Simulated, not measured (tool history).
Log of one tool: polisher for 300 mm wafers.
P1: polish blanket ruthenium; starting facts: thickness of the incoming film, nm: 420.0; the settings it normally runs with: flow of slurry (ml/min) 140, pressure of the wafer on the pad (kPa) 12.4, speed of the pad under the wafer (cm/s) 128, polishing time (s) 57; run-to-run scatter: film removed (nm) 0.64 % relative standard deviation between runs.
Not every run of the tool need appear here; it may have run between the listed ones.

run    day  flow of slurry (ml/min)  pressure of the wafer on the pad (kPa)  speed of the pad under the wafer (cm/s)  polishing time (s)  film removed (nm)
  1  0.454                      140                                    12.4                                      128                  57              74.53
  2  0.917                      225                                    12.4                                      128                  57             79.499
     1.192  -- slurry nozzle cleaned
  3  1.238                      140                                    12.4                                      128                  57             73.469
  4  1.679                      140                                    12.4                                      128                  57             74.107
  5  2.062                      140                                    17.9                                      128                  57              107.7
  6  2.417                      140                                    12.4                                      176                  57             101.18
  7  2.662                      140                                     5.5                                      128                  57             32.499
  8  3.096                      140                                    12.4                                      128                  57              72.98
  9  3.554                      210                                    12.4                                       64                  57             39.102
 10  4.017                      140                                     6.2                                       58                  57             16.714
 11  4.496                      140                                    12.4                                       58                  57             33.511
 12  4.829                       95                                    12.4                                      128                  57             68.488
 13  5.325                      140                                       9                                      168                  57             69.855
 14  5.683                      140                                    12.4                                      128                  57             73.874
 15  6.154                      140                                    12.4                                      128                  78             101.33
 16   6.55                      140                                    12.4                                      128                  26             33.979
 17  7.046                      140                                    12.4                                      128                  57             73.238
 18  7.371                      140                                    12.4                                      128                  57             72.807
 19  7.792                      140                                    12.4                                      128                  57             70.519
 20  8.171                      140                                    12.4                                      128                  57             69.776

Predict the results of run 21:
     8.254  -- worn pad replaced by a new one
 21  8.679                      140                                    12.4                                      128                  57                  ?

{"run 21": {"film removed (nm)": 69.496}}
